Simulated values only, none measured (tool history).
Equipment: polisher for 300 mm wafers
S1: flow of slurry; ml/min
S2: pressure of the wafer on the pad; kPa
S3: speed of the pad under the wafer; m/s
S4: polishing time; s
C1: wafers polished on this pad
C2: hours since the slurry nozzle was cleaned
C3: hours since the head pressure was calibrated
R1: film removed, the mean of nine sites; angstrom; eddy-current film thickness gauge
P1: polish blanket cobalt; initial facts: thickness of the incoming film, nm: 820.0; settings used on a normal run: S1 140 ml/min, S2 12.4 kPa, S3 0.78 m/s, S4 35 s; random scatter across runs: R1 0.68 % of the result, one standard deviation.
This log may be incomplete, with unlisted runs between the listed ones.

run 1 day=0.454 | S1=140 S2=12.4 S3=0.78 S4=35 | C1=918 C2=81.1 C3=120.3 | R1=1499.3
run 2 day=0.862 | S1=140 S2=12.4 S3=1.2 S4=35 | C1=1015 C2=90.9 C3=130.1 | R1=2291.5
run 3 day=1.396 | S1=140 S2=6.2 S3=0.78 S4=35 | C1=1142 C2=103.7 C3=142.9 | R1=755.36
run 4 day=1.975 | S1=205 S2=12.4 S3=0.46 S4=35 | C1=1279 C2=117.6 C3=156.8 | R1=933.97
run 5 day=2.562 | S1=140 S2=18.6 S3=0.78 S4=35 | C1=1419 C2=131.7 C3=170.9 | R1=2250.9
run 6 day=2.925 | S1=140 S2=12.4 S3=0.36 S4=35 | C1=1505 C2=140.4 C3=179.6 | R1=689.46
run 7 day=3.583 | S1=140 S2=12.4 S3=0.78 S4=35 | C1=1662 C2=156.2 C3=195.4 | R1=1503.8
run 8 day=3.967 | S1=85 S2=12.4 S3=0.78 S4=35 | C1=1753 C2=165.4 C3=204.6 | R1=1343.1
run 9 day=4.388 | S1=140 S2=12.4 S3=0.78 S4=35 | C1=1853 C2=175.5 C3=214.7 | R1=1475.6
run 10 day=4.821 | S1=140 S2=12.4 S3=0.78 S4=35 | C1=1956 C2=185.9 C3=225.1 | R1=1498.3
run 11 day=5.354 | S1=200 S2=12.4 S3=0.78 S4=35 | C1=2083 C2=198.7 C3=237.9 | R1=1593.5
run 12 day=6.008 | S1=140 S2=12.4 S3=0.78 S4=35 | C1=2238 C2=214.4 C3=253.6 | R1=1512.7
run 13 day=6.396 | S1=140 S2=12.4 S3=0.78 S4=18 | C1=2330 C2=223.7 C3=262.9 | R1=768.67
run 14 day=6.979 | S1=140 S2=12.4 S3=0.78 S4=35 | C1=2469 C2=237.7 C3=276.9 | R1=1493.4
run 15 day=7.471 | S1=140 S2=12.4 S3=0.78 S4=52 | C1=2586 C2=249.5 C3=288.7 | R1=2242.2
run 16 day=7.954 | S1=140 S2=12.4 S3=0.78 S4=35 | C1=2701 C2=261.1 C3=300.3 | R1=1513

Expected results for the next run?
run 17 day=8.608 | S1=140 S2=12.4 S3=0.78 S4=35 | C1=2857 C2=276.8 C3=316 | R1=?

{"run 17": {"R1": 1425.3}}
